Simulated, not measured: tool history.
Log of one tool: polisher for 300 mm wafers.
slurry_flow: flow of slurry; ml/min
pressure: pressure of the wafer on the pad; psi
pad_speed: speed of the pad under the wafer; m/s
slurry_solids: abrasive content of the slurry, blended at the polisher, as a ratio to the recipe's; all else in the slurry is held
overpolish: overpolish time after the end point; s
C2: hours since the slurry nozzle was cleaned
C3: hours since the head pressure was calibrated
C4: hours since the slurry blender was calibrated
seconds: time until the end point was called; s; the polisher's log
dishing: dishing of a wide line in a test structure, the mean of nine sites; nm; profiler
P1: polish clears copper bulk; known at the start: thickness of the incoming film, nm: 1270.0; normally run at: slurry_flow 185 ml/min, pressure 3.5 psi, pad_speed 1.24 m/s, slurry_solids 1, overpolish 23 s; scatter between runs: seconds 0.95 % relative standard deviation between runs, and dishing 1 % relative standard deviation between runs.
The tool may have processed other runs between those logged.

Run 1, day 0.542: slurry_flow 185 ml/min, pressure 3.5 psi, pad_speed 1.24 m/s, slurry_solids 1, overpolish 23 s; wafers polished on this pad 655; C2 115.1; C3 513.2; C4 69.5. Result: seconds 105.95 s, dishing 67.395 nm.
Run 2, day 1.133: slurry_flow 185 ml/min, pressure 3.5 psi, pad_speed 0.58 m/s, slurry_solids 1, overpolish 39 s; wafers polished on this pad 745; C2 129.3; C3 527.4; C4 83.7. Result: seconds 221.8 s, dishing 66.008 nm.
Run 3, day 1.5: slurry_flow 185 ml/min, pressure 5.5 psi, pad_speed 1.24 m/s, slurry_solids 1, overpolish 23 s; wafers polished on this pad 801; C2 138.1; C3 536.2; C4 92.5. Result: seconds 65.296 s, dishing 74.913 nm.
Run 4, day 2.017: slurry_flow 185 ml/min, pressure 2.1 psi, pad_speed 1.24 m/s, slurry_solids 1, overpolish 23 s; wafers polished on this pad 880; C2 150.5; C3 548.6; C4 104.9. Result: seconds 173.27 s, dishing 55.356 nm.
Run 5, day 2.488: slurry_flow 185 ml/min, pressure 3.5 psi, pad_speed 1.24 m/s, slurry_solids 1, overpolish 23 s; wafers polished on this pad 951; C2 161.8; C3 559.9; C4 116.2. Result: seconds 104.55 s, dishing 66.697 nm.
Run 6, day 3.142: slurry_flow 185 ml/min, pressure 3.5 psi, pad_speed 1.24 m/s, slurry_solids 1, overpolish 23 s; wafers polished on this pad 1051; C2 177.5; C3 575.6; C4 131.9. Result: seconds 101.76 s, dishing 67.608 nm.
Run 7, day 3.462: slurry_flow 185 ml/min, pressure 3.5 psi, pad_speed 1.24 m/s, slurry_solids 1, overpolish 23 s; wafers polished on this pad 1100; C2 185.2; C3 583.3; C4 139.6. Result: seconds 103.08 s, dishing 67.591 nm.
Run 8, day 4.054: slurry_flow 235 ml/min, pressure 3.5 psi, pad_speed 1.24 m/s, slurry_solids 1, overpolish 23 s; wafers polished on this pad 1190; C2 199.4; C3 597.5; C4 153.8. Result: seconds 101.79 s, dishing 67.281 nm.
Run 9, day 4.608: slurry_flow 110 ml/min, pressure 3.5 psi, pad_speed 1.24 m/s, slurry_solids 1, overpolish 23 s; wafers polished on this pad 1274; C2 212.7; C3 610.8; C4 167.1. Result: seconds 114.42 s, dishing 65.983 nm.
Run 10, day 5.296: slurry_flow 185 ml/min, pressure 3.5 psi, pad_speed 1.24 m/s, slurry_solids 1, overpolish 23 s; wafers polished on this pad 1379; C2 229.2; C3 627.3; C4 183.6. Result: seconds 104.22 s, dishing 66.902 nm.
Run 11, day 5.775: slurry_flow 185 ml/min, pressure 3.5 psi, pad_speed 1.24 m/s, slurry_solids 1, overpolish 23 s; wafers polished on this pad 1452; C2 240.7; C3 638.8; C4 195.1. Result: seconds 104.36 s, dishing 67.189 nm.
Run 12, day 6.183: slurry_flow 185 ml/min, pressure 3.5 psi, pad_speed 1.24 m/s, slurry_solids 0.7, overpolish 23 s; wafers polished on this pad 1514; C2 250.5; C3 648.6; C4 204.9. Result: seconds 112.05 s, dishing 67.206 nm.
At day 6.658: worn pad replaced by a new one.
Run 13, day 6.75: slurry_flow 185 ml/min, pressure 3.5 psi, pad_speed 1.24 m/s, slurry_solids 1, overpolish 7 s; wafers polished on this pad 14; C2 264.1; C3 662.2; C4 218.5. Result: seconds 104.12 s, dishing 44.062 nm.
Run 14, day 7.242: slurry_flow 185 ml/min, pressure 3.5 psi, pad_speed 0.56 m/s, slurry_solids 1, overpolish 23 s; wafers polished on this pad 89; C2 275.9; C3 674; C4 230.3. Result: seconds 227.03 s, dishing 53.796 nm.
Run 15, day 7.596: slurry_flow 185 ml/min, pressure 4.5 psi, pad_speed 0.74 m/s, slurry_solids 1, overpolish 23 s; wafers polished on this pad 143; C2 284.4; C3 682.5; C4 238.8. Result: seconds 134.9 s, dishing 66.131 nm.
Run 16, day 8.183: slurry_flow 185 ml/min, pressure 3.5 psi, pad_speed 1.24 m/s, slurry_solids 1.5, overpolish 23 s; wafers polished on this pad 232; C2 298.5; C3 696.6; C4 252.9. Result: seconds 93.449 s, dishing 68.352 nm.
Run 17, day 8.85: slurry_flow 185 ml/min, pressure 3.5 psi, pad_speed 1.24 m/s, slurry_solids 1, overpolish 45 s; wafers polished on this pad 334; C2 314.5; C3 712.6; C4 268.9. Result: seconds 103.46 s, dishing 69.979 nm.
Run 18, day 9.3: slurry_flow 185 ml/min, pressure 3.5 psi, pad_speed 1.96 m/s, slurry_solids 1, overpolish 23 s; wafers polished on this pad 402; C2 325.3; C3 723.4; C4 279.7. Result: seconds 66.859 s, dishing 69.836 nm.
Run 19, day 9.65: slurry_flow 185 ml/min, pressure 3.5 psi, pad_speed 1.24 m/s, slurry_solids 1, overpolish 23 s; wafers polished on this pad 455; C2 333.7; C3 731.8; C4 288.1. Result: seconds 102.07 s, dishing 67.27 nm.
Run 20, day 10.133: slurry_flow 185 ml/min, pressure 3.5 psi, pad_speed 1.24 m/s, slurry_solids 1, overpolish 23 s; wafers polished on this pad 529; C2 345.3; C3 743.4; C4 299.7. Result: seconds 106.98 s, dishing 66.458 nm.
Run 21, day 10.488: slurry_flow 185 ml/min, pressure 3.5 psi, pad_speed 1.24 m/s, slurry_solids 1, overpolish 23 s; wafers polished on this pad 583; C2 353.8; C3 751.9; C4 308.2. Result: seconds 107.9 s, dishing 67.403 nm.

Run 22 is up next; what results do you expect?
Run 22, day 11.179: slurry_flow 185 ml/min, pressure 3.5 psi, pad_speed 1.24 m/s, slurry_solids 1, overpolish 23 s; wafers polished on this pad 688; C2 370.4; C3 768.5; C4 324.8. Result: seconds ?, dishing ?.

seconds: 109.95 s
dishing: 66.872 nm

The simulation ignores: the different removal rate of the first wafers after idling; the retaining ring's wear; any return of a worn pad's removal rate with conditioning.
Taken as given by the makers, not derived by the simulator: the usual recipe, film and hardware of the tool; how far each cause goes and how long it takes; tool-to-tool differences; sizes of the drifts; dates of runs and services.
